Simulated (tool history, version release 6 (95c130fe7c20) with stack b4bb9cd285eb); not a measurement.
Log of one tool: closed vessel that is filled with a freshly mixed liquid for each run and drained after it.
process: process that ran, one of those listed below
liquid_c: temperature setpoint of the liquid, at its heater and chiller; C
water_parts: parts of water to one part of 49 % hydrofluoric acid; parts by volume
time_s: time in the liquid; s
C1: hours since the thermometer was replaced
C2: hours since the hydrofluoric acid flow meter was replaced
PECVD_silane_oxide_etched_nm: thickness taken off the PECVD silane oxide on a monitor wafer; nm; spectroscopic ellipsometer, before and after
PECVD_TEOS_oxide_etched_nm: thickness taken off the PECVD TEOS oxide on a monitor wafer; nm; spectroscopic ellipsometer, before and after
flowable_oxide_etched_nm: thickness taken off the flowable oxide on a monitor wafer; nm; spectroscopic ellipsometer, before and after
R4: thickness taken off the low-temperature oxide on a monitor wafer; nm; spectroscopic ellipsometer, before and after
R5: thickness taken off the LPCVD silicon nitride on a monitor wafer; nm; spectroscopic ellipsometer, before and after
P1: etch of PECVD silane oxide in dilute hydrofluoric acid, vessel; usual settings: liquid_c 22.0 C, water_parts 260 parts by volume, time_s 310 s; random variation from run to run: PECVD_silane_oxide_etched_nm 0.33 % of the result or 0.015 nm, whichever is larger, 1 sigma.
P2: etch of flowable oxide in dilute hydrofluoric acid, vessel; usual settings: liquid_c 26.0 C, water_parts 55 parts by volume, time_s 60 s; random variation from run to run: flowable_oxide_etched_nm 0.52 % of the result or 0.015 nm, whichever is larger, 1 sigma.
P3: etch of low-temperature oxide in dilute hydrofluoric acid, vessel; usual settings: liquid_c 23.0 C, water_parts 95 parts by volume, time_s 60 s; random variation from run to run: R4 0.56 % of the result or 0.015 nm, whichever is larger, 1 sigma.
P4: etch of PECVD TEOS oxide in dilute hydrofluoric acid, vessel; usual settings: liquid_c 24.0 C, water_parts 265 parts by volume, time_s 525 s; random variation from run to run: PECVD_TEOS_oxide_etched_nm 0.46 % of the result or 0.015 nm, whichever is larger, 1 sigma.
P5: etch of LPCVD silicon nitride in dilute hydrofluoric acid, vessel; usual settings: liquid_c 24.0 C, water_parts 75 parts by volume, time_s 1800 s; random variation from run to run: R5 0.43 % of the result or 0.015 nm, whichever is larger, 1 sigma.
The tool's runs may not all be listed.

run 1 hour=7.8 | process=P1 liquid_c=22.0 water_parts=260 time_s=310 | C1=260.0 C2=561.3 | PECVD_silane_oxide_etched_nm=13.9650
run 2 hour=19.3 | process=P1 liquid_c=19.0 water_parts=260 time_s=150 | C1=271.5 C2=572.8 | PECVD_silane_oxide_etched_nm=6.0621
run 3 hour=30.7 | process=P4 liquid_c=24.0 water_parts=265 time_s=525 | C1=282.9 C2=584.2 | PECVD_TEOS_oxide_etched_nm=26.2090
run 4 hour=42.5 | process=P2 liquid_c=26.0 water_parts=55 time_s=60 | C1=294.7 C2=596.0 | flowable_oxide_etched_nm=38.448
run 5 hour=51.4 | process=P1 liquid_c=22.0 water_parts=425 time_s=310 | C1=303.6 C2=604.9 | PECVD_silane_oxide_etched_nm=7.4199
run 6 hour=62.8 | process=P3 liquid_c=23.0 water_parts=95 time_s=100 | C1=315.0 C2=616.3 | R4=36.724
run 7 hour=68.3 | process=P4 liquid_c=18.0 water_parts=265 time_s=525 | C1=320.5 C2=621.8 | PECVD_TEOS_oxide_etched_nm=21.1200
run 8 hour=77.4 | process=P3 liquid_c=23.0 water_parts=95 time_s=60 | C1=329.6 C2=630.9 | R4=21.695
run 9 hour=85.4 | process=P1 liquid_c=22.0 water_parts=260 time_s=95 | C1=337.6 C2=638.9 | PECVD_silane_oxide_etched_nm=4.2606
run 10 hour=94.0 | process=P1 liquid_c=17.0 water_parts=260 time_s=310 | C1=346.2 C2=647.5 | PECVD_silane_oxide_etched_nm=11.6630
run 11 hour=101.1 | process=P3 liquid_c=23.0 water_parts=95 time_s=60 | C1=353.3 C2=654.6 | R4=21.664
run 12 hour=112.5 | process=P5 liquid_c=24.0 water_parts=75 time_s=560 | C1=364.7 C2=666.0 | R5=3.7621
run 13 hour=124.4 | process=P5 liquid_c=24.0 water_parts=20 time_s=1800 | C1=376.6 C2=677.9 | R5=43.9490
run 14 hour=133.4 | process=P5 liquid_c=31.5 water_parts=75 time_s=1800 | C1=385.6 C2=686.9 | R5=19.7790
run 15 hour=141.8 | process=P5 liquid_c=24.0 water_parts=75 time_s=1800 | C1=394.0 C2=695.3 | R5=12.1800
run 16 hour=150.9 | process=P1 liquid_c=22.0 water_parts=260 time_s=310 | C1=403.1 C2=704.4 | PECVD_silane_oxide_etched_nm=14.0510
run 17 hour=156.3 | process=P3 liquid_c=23.0 water_parts=175 time_s=60 | C1=408.5 C2=709.8 | R4=10.774
run 18 hour=163.4 | process=P1 liquid_c=22.0 water_parts=115 time_s=310 | C1=415.6 C2=716.9 | PECVD_silane_oxide_etched_nm=36.7800
run 19 hour=170.1 | process=P1 liquid_c=22.0 water_parts=260 time_s=310 | C1=422.3 C2=723.6 | PECVD_silane_oxide_etched_nm=14.0510
run 20 hour=177.5 | process=P4 liquid_c=24.0 water_parts=265 time_s=30 | C1=429.7 C2=731.0 | PECVD_TEOS_oxide_etched_nm=1.5164
run 21 hour=187.6 | process=P2 liquid_c=34.0 water_parts=55 time_s=60 | C1=439.8 C2=741.1 | flowable_oxide_etched_nm=52.104
-- hour=192.7 thermometer replaced
run 22 hour=197.5 | process=P1 liquid_c=29.5 water_parts=260 time_s=310 | C1=4.8 C2=751.0 | PECVD_silane_oxide_etched_nm=18.1920
run 23 hour=207.8 | process=P1 liquid_c=22.0 water_parts=260 time_s=310 | C1=15.1 C2=761.3 | PECVD_silane_oxide_etched_nm=13.9920
run 24 hour=218.8 | process=P1 liquid_c=17.5 water_parts=260 time_s=605 | C1=26.1 C2=772.3 | PECVD_silane_oxide_etched_nm=23.1260
run 25 hour=227.7 | process=P3 liquid_c=17.0 water_parts=95 time_s=60 | C1=35.0 C2=781.2 | R4=17.153
run 26 hour=237.6 | process=P1 liquid_c=22.0 water_parts=260 time_s=310 | C1=44.9 C2=791.1 | PECVD_silane_oxide_etched_nm=14.0030
run 27 hour=245.6 | process=P2 liquid_c=26.0 water_parts=20 time_s=60 | C1=52.9 C2=799.1 | flowable_oxide_etched_nm=110.630

The next listed run, before its measurement:
run 28 hour=254.1 | process=P5 liquid_c=24.0 water_parts=75 time_s=1800 | C1=61.4 C2=807.6 | R5=?

{"run 28": {"R5": 12.158}}

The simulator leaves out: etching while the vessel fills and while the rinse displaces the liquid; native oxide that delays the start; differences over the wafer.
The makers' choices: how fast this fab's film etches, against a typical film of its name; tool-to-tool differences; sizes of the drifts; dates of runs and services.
